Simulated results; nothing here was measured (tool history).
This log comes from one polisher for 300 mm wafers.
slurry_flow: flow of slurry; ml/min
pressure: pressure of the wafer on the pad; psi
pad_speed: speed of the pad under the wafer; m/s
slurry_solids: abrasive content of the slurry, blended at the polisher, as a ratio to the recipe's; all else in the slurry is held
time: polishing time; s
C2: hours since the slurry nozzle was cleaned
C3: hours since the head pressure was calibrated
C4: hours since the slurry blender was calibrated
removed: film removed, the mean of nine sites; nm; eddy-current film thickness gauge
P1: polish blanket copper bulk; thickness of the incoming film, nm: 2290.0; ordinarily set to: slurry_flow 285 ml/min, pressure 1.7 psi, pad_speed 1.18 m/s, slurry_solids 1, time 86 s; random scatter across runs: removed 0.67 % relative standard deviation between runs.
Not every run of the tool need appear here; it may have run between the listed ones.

Run 1, hour 11: slurry_flow 285 ml/min, pressure 1.7 psi, pad_speed 1.18 m/s, slurry_solids 1, time 86 s; wafers polished on this pad 497; C2 631.5; C3 397.3; C4 198.6. Result: removed 471.62 nm.
Run 2, hour 26.4: slurry_flow 285 ml/min, pressure 1.7 psi, pad_speed 1.18 m/s, slurry_solids 1, time 86 s; wafers polished on this pad 642; C2 646.9; C3 412.7; C4 214. Result: removed 472.15 nm.
Run 3, hour 40: slurry_flow 170 ml/min, pressure 1.7 psi, pad_speed 1.18 m/s, slurry_solids 1, time 62 s; wafers polished on this pad 771; C2 660.5; C3 426.3; C4 227.6. Result: removed 319.58 nm.
Run 4, hour 56: slurry_flow 285 ml/min, pressure 2.6 psi, pad_speed 1.18 m/s, slurry_solids 1, time 86 s; wafers polished on this pad 923; C2 676.5; C3 442.3; C4 243.6. Result: removed 723.87 nm.
Run 5, hour 68: slurry_flow 285 ml/min, pressure 1.7 psi, pad_speed 1.18 m/s, slurry_solids 1, time 86 s; wafers polished on this pad 1037; C2 688.5; C3 454.3; C4 255.6. Result: removed 480.88 nm.
Run 6, hour 82: slurry_flow 285 ml/min, pressure 1.7 psi, pad_speed 1.18 m/s, slurry_solids 0.55, time 86 s; wafers polished on this pad 1169; C2 702.5; C3 468.3; C4 269.6. Result: removed 422.13 nm.
Run 7, hour 96.8: slurry_flow 285 ml/min, pressure 1.7 psi, pad_speed 0.64 m/s, slurry_solids 1, time 86 s; wafers polished on this pad 1310; C2 717.3; C3 483.1; C4 284.4. Result: removed 259.05 nm.
Run 8, hour 111.9: slurry_flow 285 ml/min, pressure 1.7 psi, pad_speed 1.18 m/s, slurry_solids 1.45, time 86 s; wafers polished on this pad 1453; C2 732.4; C3 498.2; C4 299.5. Result: removed 517.62 nm.
Run 9, hour 121.8: slurry_flow 285 ml/min, pressure 1.7 psi, pad_speed 1.88 m/s, slurry_solids 1, time 86 s; wafers polished on this pad 1547; C2 742.3; C3 508.1; C4 309.4. Result: removed 766.5 nm.
Run 10, hour 131.3: slurry_flow 285 ml/min, pressure 1.7 psi, pad_speed 1.18 m/s, slurry_solids 1, time 86 s; wafers polished on this pad 1637; C2 751.8; C3 517.6; C4 318.9. Result: removed 472.1 nm.
Run 11, hour 140.2: slurry_flow 285 ml/min, pressure 1.7 psi, pad_speed 1.18 m/s, slurry_solids 1, time 86 s; wafers polished on this pad 1721; C2 760.7; C3 526.5; C4 327.8. Result: removed 479.06 nm.
Run 12, hour 152.3: slurry_flow 170 ml/min, pressure 1.7 psi, pad_speed 1.18 m/s, slurry_solids 1, time 86 s; wafers polished on this pad 1836; C2 772.8; C3 538.6; C4 339.9. Result: removed 445.52 nm.
Run 13, hour 167.7: slurry_flow 285 ml/min, pressure 1.7 psi, pad_speed 1.18 m/s, slurry_solids 1, time 123 s; wafers polished on this pad 1982; C2 788.2; C3 554; C4 355.3. Result: removed 674.23 nm.
At hour 176.5: slurry blender recalibrated.
Run 14, hour 178: slurry_flow 285 ml/min, pressure 1.7 psi, pad_speed 1.18 m/s, slurry_solids 1, time 86 s; wafers polished on this pad 2079; C2 798.5; C3 564.3; C4 1.5. Result: removed 472.97 nm.
Run 15, hour 188.5: slurry_flow 285 ml/min, pressure 1.7 psi, pad_speed 1.18 m/s, slurry_solids 1, time 63 s; wafers polished on this pad 2179; C2 809; C3 574.8; C4 12. Result: removed 350.69 nm.
Run 16, hour 203.6: slurry_flow 285 ml/min, pressure 1.7 psi, pad_speed 1.18 m/s, slurry_solids 1, time 86 s; wafers polished on this pad 2322; C2 824.1; C3 589.9; C4 27.1. Result: removed 476.75 nm.
Run 17, hour 212.5: slurry_flow 285 ml/min, pressure 1.7 psi, pad_speed 0.78 m/s, slurry_solids 1, time 48 s; wafers polished on this pad 2406; C2 833; C3 598.8; C4 36. Result: removed 176.56 nm.
Run 18, hour 227.2: slurry_flow 285 ml/min, pressure 1.7 psi, pad_speed 0.72 m/s, slurry_solids 1.25, time 86 s; wafers polished on this pad 2545; C2 847.7; C3 613.5; C4 50.7. Result: removed 307.35 nm.
Run 19, hour 241.9: slurry_flow 425 ml/min, pressure 1.7 psi, pad_speed 1.18 m/s, slurry_solids 1, time 86 s; wafers polished on this pad 2685; C2 862.4; C3 628.2; C4 65.4. Result: removed 490.9 nm.
Run 20, hour 250: slurry_flow 285 ml/min, pressure 0.8 psi, pad_speed 1.18 m/s, slurry_solids 1, time 86 s; wafers polished on this pad 2762; C2 870.5; C3 636.3; C4 73.5. Result: removed 223.83 nm.
Run 21, hour 257.7: slurry_flow 285 ml/min, pressure 1.7 psi, pad_speed 1.18 m/s, slurry_solids 1, time 86 s; wafers polished on this pad 2835; C2 878.2; C3 644; C4 81.2. Result: removed 475.27 nm.
Run 22, hour 273.5: slurry_flow 285 ml/min, pressure 1.7 psi, pad_speed 1.18 m/s, slurry_solids 1, time 86 s; wafers polished on this pad 2984; C2 894; C3 659.8; C4 97. Result: removed 463.26 nm.
Run 23, hour 286.5: slurry_flow 285 ml/min, pressure 1.7 psi, pad_speed 1.18 m/s, slurry_solids 1, time 86 s; wafers polished on this pad 3107; C2 907; C3 672.8; C4 110. Result: removed 459.09 nm.
Run 24, hour 299.4: slurry_flow 285 ml/min, pressure 1.7 psi, pad_speed 1.18 m/s, slurry_solids 1, time 86 s; wafers polished on this pad 3230; C2 919.9; C3 685.7; C4 122.9. Result: removed 455.05 nm.
At hour 300.8: slurry blender recalibrated.
Run 25, hour 308.5: slurry_flow 285 ml/min, pressure 1.7 psi, pad_speed 1.18 m/s, slurry_solids 1, time 86 s; wafers polished on this pad 3316; C2 929; C3 694.8; C4 7.7. Result: removed 448.73 nm.
At hour 314: worn pad replaced by a new one.
Run 26, hour 318.5: slurry_flow 285 ml/min, pressure 1.7 psi, pad_speed 1.18 m/s, slurry_solids 1, time 86 s; wafers polished on this pad 43; C2 939; C3 704.8; C4 17.7. Result: removed 448.96 nm.
Run 27, hour 331.7: slurry_flow 285 ml/min, pressure 1.7 psi, pad_speed 1.18 m/s, slurry_solids 1, time 86 s; wafers polished on this pad 168; C2 952.2; C3 718; C4 30.9. Result: removed 449.22 nm.
Run 28, hour 342.6: slurry_flow 285 ml/min, pressure 1.7 psi, pad_speed 1.18 m/s, slurry_solids 1, time 86 s; wafers polished on this pad 271; C2 963.1; C3 728.9; C4 41.8. Result: removed 449.62 nm.

The output of P1 has drifted from where it used to be. Each of the 2 causes below, taken at the size shown beside it, accounts for the log equally well:
A: head's pressure below its setpoint, % = 5.62
B: slurry flow missing at the pad, % = 38.3
The drift started at roughly hour 257.7.
Every other cause this tool's parts could produce, and why it does not fit the log:
removal rate lost through wear of the pad, %: serviced at hour 314, after the change had begun; the process did not return to its earlier output
abrasive missing from the slurry, %: serviced at hour 300.8, after the change had begun; the process did not return to its earlier output

You are offered 4 check runs, listed below with question marks in place of their results; each one averages 3 wafers. Which run separates the listed causes by giving clearly different results for each?
Run check 1, hour 353.5: slurry_flow 285 ml/min, pressure 1.7 psi, pad_speed 1.18 m/s, slurry_solids 0.65, time 86 s. Result: removed ?.
Run check 2, hour 353.5: slurry_flow 180 ml/min, pressure 1.7 psi, pad_speed 1.18 m/s, slurry_solids 1, time 86 s. Result: removed ?.
Run check 3, hour 353.5: slurry_flow 285 ml/min, pressure 1.7 psi, pad_speed 0.74 m/s, slurry_solids 0.7, time 86 s. Result: removed ?.
Run check 4, hour 353.5: slurry_flow 285 ml/min, pressure 1.7 psi, pad_speed 1.7 m/s, slurry_solids 1, time 120 s. Result: removed ?.

Outcome of each check run for each possible cause:
  check   result    if A    if B
check 1  removed  410.54  410.57
check 2  removed  425.41   412.5
check 3  removed  261.38   261.4
check 4  removed  902.92  902.99
Smallest distance between any two causes, each pair judged by its most separating result, in per cent: check 1 0.01 %; check 2 3.08 %; check 3 0.01 %; check 4 0.01 %
Check 2 is the one run that separates the causes; every other check would come out nearly the same whichever cause is at work.

Check 2 was carried out, with these results: removed 411.19 nm. Which of the listed causes is responsible?

The cause is B: slurry flow missing at the pad, %.

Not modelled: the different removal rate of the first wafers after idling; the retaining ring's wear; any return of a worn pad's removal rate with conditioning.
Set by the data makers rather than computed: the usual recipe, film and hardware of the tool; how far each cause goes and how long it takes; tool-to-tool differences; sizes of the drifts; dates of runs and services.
